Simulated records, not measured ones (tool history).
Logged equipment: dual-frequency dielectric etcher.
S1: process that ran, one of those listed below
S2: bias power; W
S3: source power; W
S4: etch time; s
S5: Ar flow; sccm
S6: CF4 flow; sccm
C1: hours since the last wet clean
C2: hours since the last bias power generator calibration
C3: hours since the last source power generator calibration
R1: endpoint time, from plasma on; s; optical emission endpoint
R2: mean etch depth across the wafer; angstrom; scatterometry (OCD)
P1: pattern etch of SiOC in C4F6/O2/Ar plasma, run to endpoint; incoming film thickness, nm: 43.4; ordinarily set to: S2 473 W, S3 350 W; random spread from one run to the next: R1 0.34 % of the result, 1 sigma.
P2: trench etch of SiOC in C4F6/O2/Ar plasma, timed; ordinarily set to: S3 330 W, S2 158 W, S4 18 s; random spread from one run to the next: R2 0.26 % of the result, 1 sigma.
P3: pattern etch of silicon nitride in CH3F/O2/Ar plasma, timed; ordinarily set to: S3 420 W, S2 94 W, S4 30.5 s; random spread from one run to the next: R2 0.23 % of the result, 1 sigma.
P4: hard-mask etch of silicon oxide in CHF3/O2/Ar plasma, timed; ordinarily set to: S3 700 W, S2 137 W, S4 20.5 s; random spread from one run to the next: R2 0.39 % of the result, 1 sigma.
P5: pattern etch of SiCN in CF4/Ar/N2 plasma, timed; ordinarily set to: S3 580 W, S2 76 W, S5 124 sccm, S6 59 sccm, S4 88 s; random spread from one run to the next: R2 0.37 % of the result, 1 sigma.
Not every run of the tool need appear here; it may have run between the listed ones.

Run 1, hour 12.5: S1 P1, S2 473 W, S3 350 W; C1 66; C2 2541.1; C3 1398. Result: R1 15.907 s.
Run 2, hour 29.6: S1 P2, S2 158 W, S3 330 W, S4 18 s; C1 83.1; C2 2558.2; C3 1415.1. Result: R2 333.4 angstrom.
Run 3, hour 45.9: S1 P5, S2 61 W, S3 580 W, S4 88 s, S5 124 sccm, S6 59 sccm; C1 99.4; C2 2574.5; C3 1431.4. Result: R2 845.61 angstrom.
Run 4, hour 59.7: S1 P5, S2 76 W, S3 580 W, S4 88 s, S5 170 sccm, S6 59 sccm; C1 113.2; C2 2588.3; C3 1445.2. Result: R2 866.07 angstrom.
Run 5, hour 68.4: S1 P1, S2 473 W, S3 350 W; C1 121.9; C2 2597; C3 1453.9. Result: R1 15.846 s.
Run 6, hour 80.6: S1 P1, S2 473 W, S3 350 W; C1 134.1; C2 2609.2; C3 1466.1. Result: R1 15.755 s.
Run 7, hour 96.5: S1 P1, S2 473 W, S3 350 W; C1 150; C2 2625.1; C3 1482. Result: R1 15.844 s.
Run 8, hour 109.3: S1 P2, S2 190 W, S3 330 W, S4 18 s; C1 162.8; C2 2637.9; C3 1494.8. Result: R2 354.61 angstrom.
Run 9, hour 122.7: S1 P3, S2 94 W, S3 420 W, S4 20.5 s; C1 176.2; C2 2651.3; C3 1508.2. Result: R2 164.5 angstrom.
Run 10, hour 133.5: S1 P1, S2 473 W, S3 260 W; C1 187; C2 2662.1; C3 1519. Result: R1 17.656 s.
Run 11, hour 145.7: S1 P5, S2 76 W, S3 580 W, S4 88 s, S5 124 sccm, S6 59 sccm; C1 199.2; C2 2674.3; C3 1531.2. Result: R2 910.11 angstrom.
Run 12, hour 155.1: S1 P5, S2 76 W, S3 360 W, S4 88 s, S5 124 sccm, S6 59 sccm; C1 208.6; C2 2683.7; C3 1540.6. Result: R2 605.41 angstrom.
At hour 156.5: wet clean of the chamber.
Run 13, hour 171.5: S1 P1, S2 473 W, S3 430 W; C1 15; C2 2700.1; C3 1557. Result: R1 14.644 s.
Run 14, hour 181.5: S1 P3, S2 65 W, S3 420 W, S4 30.5 s; C1 25; C2 2710.1; C3 1567. Result: R2 215.32 angstrom.
Run 15, hour 194: S1 P3, S2 94 W, S3 340 W, S4 30.5 s; C1 37.5; C2 2722.6; C3 1579.5. Result: R2 227.59 angstrom.
Run 16, hour 210.3: S1 P1, S2 381 W, S3 350 W; C1 53.8; C2 2738.9; C3 1595.8. Result: R1 17.171 s.
Run 17, hour 224.1: S1 P4, S2 137 W, S3 700 W, S4 16 s; C1 67.6; C2 2752.7; C3 1609.6. Result: R2 305.61 angstrom.
Run 18, hour 235.9: S1 P3, S2 94 W, S3 420 W, S4 30.5 s; C1 79.4; C2 2764.5; C3 1621.4. Result: R2 245.07 angstrom.
Run 19, hour 248.1: S1 P1, S2 667 W, S3 350 W; C1 91.6; C2 2776.7; C3 1633.6. Result: R1 13.879 s.
Run 20, hour 261.5: S1 P5, S2 76 W, S3 580 W, S4 117 s, S5 124 sccm, S6 59 sccm; C1 105; C2 2790.1; C3 1647. Result: R2 1215.2 angstrom.
Run 21, hour 269.1: S1 P4, S2 137 W, S3 700 W, S4 20.5 s; C1 112.6; C2 2797.7; C3 1654.6. Result: R2 388.8 angstrom.
Run 22, hour 284.9: S1 P1, S2 623 W, S3 430 W; C1 128.4; C2 2813.5; C3 1670.4. Result: R1 13.196 s.
Run 23, hour 298.3: S1 P4, S2 95 W, S3 700 W, S4 20.5 s; C1 141.8; C2 2826.9; C3 1683.8. Result: R2 348.09 angstrom.
Run 24, hour 308: S1 P5, S2 76 W, S3 580 W, S4 88 s, S5 124 sccm, S6 44 sccm; C1 151.5; C2 2836.6; C3 1693.5. Result: R2 867.28 angstrom.
Run 25, hour 317.6: S1 P4, S2 137 W, S3 700 W, S4 20.5 s; C1 161.1; C2 2846.2; C3 1703.1. Result: R2 387.68 angstrom.
Run 26, hour 325.8: S1 P2, S2 158 W, S3 330 W, S4 27 s; C1 169.3; C2 2854.4; C3 1711.3. Result: R2 500.76 angstrom.
Run 27, hour 341.9: S1 P5, S2 76 W, S3 580 W, S4 88 s, S5 124 sccm, S6 59 sccm; C1 185.4; C2 2870.5; C3 1727.4. Result: R2 909.82 angstrom.
Run 28, hour 358.6: S1 P2, S2 158 W, S3 330 W, S4 18 s; C1 202.1; C2 2887.2; C3 1744.1. Result: R2 334.2 angstrom.
Run 29, hour 366.8: S1 P2, S2 158 W, S3 250 W, S4 18 s; C1 210.3; C2 2895.4; C3 1752.3. Result: R2 299.96 angstrom.
Run 30, hour 383: S1 P4, S2 137 W, S3 560 W, S4 20.5 s; C1 226.5; C2 2911.6; C3 1768.5. Result: R2 356.74 angstrom.
Run 31, hour 394.3: S1 P1, S2 473 W, S3 350 W; C1 237.8; C2 2922.9; C3 1779.8. Result: R1 15.775 s.
Run 32, hour 404.2: S1 P1, S2 473 W, S3 350 W; C1 247.7; C2 2932.8; C3 1789.7. Result: R1 15.907 s.
Run 33, hour 419.5: S1 P1, S2 473 W, S3 350 W; C1 263; C2 2948.1; C3 1805. Result: R1 15.986 s.
Run 34, hour 431.5: S1 P1, S2 473 W, S3 350 W; C1 275; C2 2960.1; C3 1817. Result: R1 16.027 s.
Run 35, hour 443.8: S1 P1, S2 473 W, S3 350 W; C1 287.3; C2 2972.4; C3 1829.3. Result: R1 16.047 s.
At hour 450.8: wet clean of the chamber.
Run 36, hour 454.3: S1 P1, S2 473 W, S3 350 W; C1 3.5; C2 2982.9; C3 1839.8. Result: R1 16.067 s.
Run 37, hour 471.3: S1 P1, S2 473 W, S3 350 W; C1 20.5; C2 2999.9; C3 1856.8. Result: R1 16.116 s.

What P1 gives has crept off from where it sat before. The 2 causes that follow fit the log equally well, each at the size noted:
A: source power that arrives under what is set, % = 4.47
B: bias power that arrives under what is set, % = 4.44
The process output started creeping at around hour 394.3.
Ruled out, with reasons:
chamber walls in a state that lowers the etch rate, %: work on it at hour 450.8, done after the drift set in, did not restore what the process gave before

The list below offers 4 check runs, each averaging the results of 2 wafers, and shows each result as a question mark. For which of them would the listed causes give clearly different results?
Run check 1, hour 488.3: S1 P4, S2 137 W, S3 700 W, S4 20.5 s. Result: R2 ?.
Run check 2, hour 488.3: S1 P3, S2 94 W, S3 420 W, S4 30.5 s. Result: R2 ?.
Run check 3, hour 488.3: S1 P2, S2 158 W, S3 330 W, S4 18 s. Result: R2 ?.
Run check 4, hour 488.3: S1 P5, S2 76 W, S3 580 W, S4 88 s, S5 124 sccm, S6 59 sccm. Result: R2 ?.

How each check would come out, cause by cause:
  check  result    if A    if B
check 1      R2  381.52  382.93
check 2      R2  241.46  241.64
check 3      R2  328.47   329.7
check 4      R2  875.52  896.16
Per-check spread between the two closest causes, in the result where they differ most: check 1 0.37 %; check 2 0.07 %; check 3 0.38 %; check 4 2.33 %
Check 4 is the one run that separates the causes; every other check would come out nearly the same whichever cause is at work.

The results of check 4 are: R2 896.54 angstrom. Based on these, which of the listed causes is it?

It was cause B: bias power that arrives under what is set, %.
